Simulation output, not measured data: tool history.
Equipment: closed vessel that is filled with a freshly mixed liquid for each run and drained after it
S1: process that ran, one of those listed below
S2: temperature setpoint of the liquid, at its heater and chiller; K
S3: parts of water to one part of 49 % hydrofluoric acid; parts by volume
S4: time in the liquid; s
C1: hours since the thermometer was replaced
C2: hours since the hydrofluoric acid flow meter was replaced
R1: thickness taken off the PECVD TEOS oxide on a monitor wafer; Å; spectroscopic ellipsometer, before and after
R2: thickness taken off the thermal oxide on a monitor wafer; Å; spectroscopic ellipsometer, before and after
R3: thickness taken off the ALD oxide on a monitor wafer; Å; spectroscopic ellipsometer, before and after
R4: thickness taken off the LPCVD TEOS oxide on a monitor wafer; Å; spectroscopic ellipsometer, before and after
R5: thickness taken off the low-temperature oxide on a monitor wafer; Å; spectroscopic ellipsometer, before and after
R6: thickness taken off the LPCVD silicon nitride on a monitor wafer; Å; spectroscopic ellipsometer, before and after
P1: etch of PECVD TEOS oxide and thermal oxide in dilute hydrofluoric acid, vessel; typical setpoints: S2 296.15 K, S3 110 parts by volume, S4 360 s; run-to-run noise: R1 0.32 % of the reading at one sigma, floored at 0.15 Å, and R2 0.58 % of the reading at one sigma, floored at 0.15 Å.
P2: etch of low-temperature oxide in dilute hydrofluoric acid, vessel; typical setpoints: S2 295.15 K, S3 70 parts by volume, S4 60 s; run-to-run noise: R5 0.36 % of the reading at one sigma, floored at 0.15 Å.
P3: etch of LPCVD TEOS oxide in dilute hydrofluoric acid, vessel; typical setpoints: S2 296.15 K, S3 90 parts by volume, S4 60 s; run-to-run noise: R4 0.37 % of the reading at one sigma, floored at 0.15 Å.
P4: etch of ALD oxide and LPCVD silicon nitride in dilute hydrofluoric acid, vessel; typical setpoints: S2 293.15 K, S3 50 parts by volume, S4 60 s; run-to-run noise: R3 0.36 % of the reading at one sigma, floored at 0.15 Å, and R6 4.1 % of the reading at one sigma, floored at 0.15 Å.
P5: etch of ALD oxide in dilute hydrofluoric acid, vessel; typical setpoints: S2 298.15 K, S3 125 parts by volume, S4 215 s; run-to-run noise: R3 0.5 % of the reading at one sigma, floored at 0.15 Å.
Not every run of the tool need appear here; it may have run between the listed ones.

Run 1, hour 12.6: S1 P1, S2 296.15 K, S3 110 parts by volume, S4 360 s; C1 659.8; C2 847.0. Result: R1 533.740 Å, R2 140.520 Å.
Run 2, hour 24.6: S1 P1, S2 296.15 K, S3 110 parts by volume, S4 360 s; C1 671.8; C2 859.0. Result: R1 532.380 Å, R2 141.510 Å.
Run 3, hour 33.8: S1 P1, S2 296.15 K, S3 185 parts by volume, S4 90 s; C1 681.0; C2 868.2. Result: R1 73.201 Å, R2 19.616 Å.
Run 4, hour 44.1: S1 P5, S2 298.15 K, S3 200 parts by volume, S4 215 s; C1 691.3; C2 878.5. Result: R3 155.30 Å.
Run 5, hour 54.6: S1 P3, S2 303.65 K, S3 90 parts by volume, S4 60 s; C1 701.8; C2 889.0. Result: R4 190.900 Å.
Run 6, hour 61.7: S1 P1, S2 296.15 K, S3 110 parts by volume, S4 360 s; C1 708.9; C2 896.1. Result: R1 534.150 Å, R2 140.090 Å.
Run 7, hour 68.6: S1 P2, S2 295.15 K, S3 115 parts by volume, S4 60 s; C1 715.8; C2 903.0. Result: R5 132.59 Å.
Run 8, hour 78.7: S1 P2, S2 295.15 K, S3 70 parts by volume, S4 115 s; C1 725.9; C2 913.1. Result: R5 439.71 Å.
Run 9, hour 86.2: S1 P1, S2 296.15 K, S3 45 parts by volume, S4 360 s; C1 733.4; C2 920.6. Result: R1 1408.500 Å, R2 375.850 Å.
Run 10, hour 92.2: S1 P4, S2 290.15 K, S3 50 parts by volume, S4 60 s; C1 739.4; C2 926.6. Result: R3 216.30 Å, R6 4.0413 Å.
Run 11, hour 103.6: S1 P1, S2 303.65 K, S3 110 parts by volume, S4 360 s; C1 750.8; C2 938.0. Result: R1 710.170 Å, R2 186.550 Å.
Run 12, hour 111.7: S1 P2, S2 302.15 K, S3 70 parts by volume, S4 60 s; C1 758.9; C2 946.1. Result: R5 303.73 Å.
Run 13, hour 123.3: S1 P4, S2 293.15 K, S3 50 parts by volume, S4 60 s; C1 770.5; C2 957.7. Result: R3 246.85 Å, R6 4.8992 Å.
Run 14, hour 133.4: S1 P4, S2 293.15 K, S3 50 parts by volume, S4 60 s; C1 780.6; C2 967.8. Result: R3 246.67 Å, R6 5.2708 Å.
Run 15, hour 140.2: S1 P1, S2 296.15 K, S3 110 parts by volume, S4 60 s; C1 787.4; C2 974.6. Result: R1 89.146 Å, R2 23.390 Å.
Run 16, hour 149.0: S1 P1, S2 292.15 K, S3 110 parts by volume, S4 360 s; C1 796.2; C2 983.4. Result: R1 453.640 Å, R2 121.240 Å.
Run 17, hour 156.9: S1 P3, S2 296.15 K, S3 90 parts by volume, S4 30 s; C1 804.1; C2 991.3. Result: R4 71.207 Å.
Run 18, hour 165.0: S1 P1, S2 296.15 K, S3 110 parts by volume, S4 360 s; C1 812.2; C2 999.4. Result: R1 533.760 Å, R2 141.620 Å.
Run 19, hour 174.6: S1 P2, S2 295.15 K, S3 70 parts by volume, S4 60 s; C1 821.8; C2 1009.0. Result: R5 229.60 Å.
Run 20, hour 182.4: S1 P1, S2 296.15 K, S3 110 parts by volume, S4 630 s; C1 829.6; C2 1016.8. Result: R1 941.570 Å, R2 246.290 Å.
Run 21, hour 190.8: S1 P5, S2 298.15 K, S3 125 parts by volume, S4 215 s; C1 838.0; C2 1025.2. Result: R3 269.71 Å.
Run 22, hour 197.2: S1 P5, S2 298.15 K, S3 125 parts by volume, S4 120 s; C1 844.4; C2 1031.6. Result: R3 151.75 Å.
Run 23, hour 207.2: S1 P3, S2 296.15 K, S3 90 parts by volume, S4 60 s; C1 854.4; C2 1041.6. Result: R4 142.940 Å.
Run 24, hour 214.2: S1 P5, S2 291.15 K, S3 125 parts by volume, S4 215 s; C1 861.4; C2 1048.6. Result: R3 204.64 Å.
Run 25, hour 225.4: S1 P1, S2 296.15 K, S3 195 parts by volume, S4 360 s; C1 872.6; C2 1059.8. Result: R1 273.280 Å, R2 71.714 Å.
Run 26, hour 235.4: S1 P1, S2 296.15 K, S3 110 parts by volume, S4 360 s; C1 882.6; C2 1069.8. Result: R1 532.900 Å, R2 141.610 Å.
Run 27, hour 242.0: S1 P3, S2 296.15 K, S3 145 parts by volume, S4 60 s; C1 889.2; C2 1076.4. Result: R4 82.573 Å.
Run 28, hour 255.1: S1 P4, S2 293.15 K, S3 50 parts by volume, S4 115 s; C1 902.3; C2 1089.5. Result: R3 474.18 Å, R6 9.2513 Å.
Run 29, hour 261.9: S1 P2, S2 295.15 K, S3 70 parts by volume, S4 60 s; C1 909.1; C2 1096.3. Result: R5 229.93 Å.
Run 30, hour 273.9: S1 P3, S2 296.15 K, S3 90 parts by volume, S4 60 s; C1 921.1; C2 1108.3. Result: R4 143.000 Å.
Run 31, hour 285.4: S1 P4, S2 293.15 K, S3 20 parts by volume, S4 60 s; C1 932.6; C2 1119.8. Result: R3 638.19 Å, R6 12.4410 Å.
Run 32, hour 298.9: S1 P1, S2 296.15 K, S3 110 parts by volume, S4 360 s; C1 946.1; C2 1133.3. Result: R1 531.830 Å, R2 141.010 Å.
Run 33, hour 309.9: S1 P1, S2 296.15 K, S3 110 parts by volume, S4 360 s; C1 957.1; C2 1144.3. Result: R1 551.690 Å, R2 144.600 Å.
Run 34, hour 318.7: S1 P1, S2 296.15 K, S3 110 parts by volume, S4 360 s; C1 965.9; C2 1153.1. Result: R1 559.520 Å, R2 147.330 Å.
Run 35, hour 330.2: S1 P1, S2 296.15 K, S3 110 parts by volume, S4 360 s; C1 977.4; C2 1164.6. Result: R1 572.930 Å, R2 150.410 Å.
Run 36, hour 339.8: S1 P1, S2 296.15 K, S3 110 parts by volume, S4 360 s; C1 987.0; C2 1174.2. Result: R1 576.180 Å, R2 152.120 Å.
Run 37, hour 348.0: S1 P1, S2 296.15 K, S3 110 parts by volume, S4 360 s; C1 995.2; C2 1182.4. Result: R1 576.870 Å, R2 153.440 Å.
Run 38, hour 354.4: S1 P1, S2 296.15 K, S3 110 parts by volume, S4 360 s; C1 1001.6; C2 1188.8. Result: R1 582.600 Å, R2 152.540 Å.
Run 39, hour 366.2: S1 P1, S2 296.15 K, S3 110 parts by volume, S4 360 s; C1 1013.4; C2 1200.6. Result: R1 584.360 Å, R2 155.000 Å.
Run 40, hour 374.5: S1 P1, S2 296.15 K, S3 110 parts by volume, S4 360 s; C1 1021.7; C2 1208.9. Result: R1 584.000 Å, R2 153.780 Å.
Run 41, hour 382.5: S1 P1, S2 296.15 K, S3 110 parts by volume, S4 360 s; C1 1029.7; C2 1216.9. Result: R1 582.030 Å, R2 155.200 Å.
Run 42, hour 394.4: S1 P1, S2 296.15 K, S3 110 parts by volume, S4 360 s; C1 1041.6; C2 1228.8. Result: R1 581.930 Å, R2 154.180 Å.
Run 43, hour 405.0: S1 P1, S2 296.15 K, S3 110 parts by volume, S4 360 s; C1 1052.2; C2 1239.4. Result: R1 584.550 Å, R2 154.670 Å.

The log shows P1 creeping away from where it was. Any of the 2 causes listed here, at the size stated for it, fits the log just as well as the others:
A: liquid hotter than its thermometer reads (K) = 2.37
B: hydrofluoric acid flow above the setpoint (%) = 8.58
The creep began at about hour 298.9.

Which of the 4 check runs listed below, each an average over 5 wafers with its results shown as question marks, gives clearly different results under the different listed causes?
Run check 1, hour 415.6: S1 P5, S2 292.65 K, S3 165 parts by volume, S4 215 s. Result: R3 ?.
Run check 2, hour 415.6: S1 P4, S2 293.15 K, S3 50 parts by volume, S4 100 s. Result: R3 ?, R6 ?.
Run check 3, hour 415.6: S1 P3, S2 296.15 K, S3 125 parts by volume, S4 30 s. Result: R4 ?.
Run check 4, hour 415.6: S1 P2, S2 295.15 K, S3 100 parts by volume, S4 110 s. Result: R5 ?.

What each check would give under each cause:
  check  result    if A    if B
check 1      R3  172.75  173.24
check 2      R3  453.64  447.92
check 2      R6  9.5017  8.7428
check 3      R4  54.098  54.195
check 4      R5  312.24  311.31
Per check, the gap between the least separated pair of causes, taken in the result that splits them most: check 1 0.28 %; check 2 8.32 %; check 3 0.18 %; check 4 0.3 %
The other checks would show nearly matching results whichever cause is true, so check 2 is the only one that separates the causes.

With check 2 done, the readings were: R3 453.65 Å; R6 9.7187 Å. Identify which of the listed causes applies.

It was cause A: liquid hotter than its thermometer reads (K).
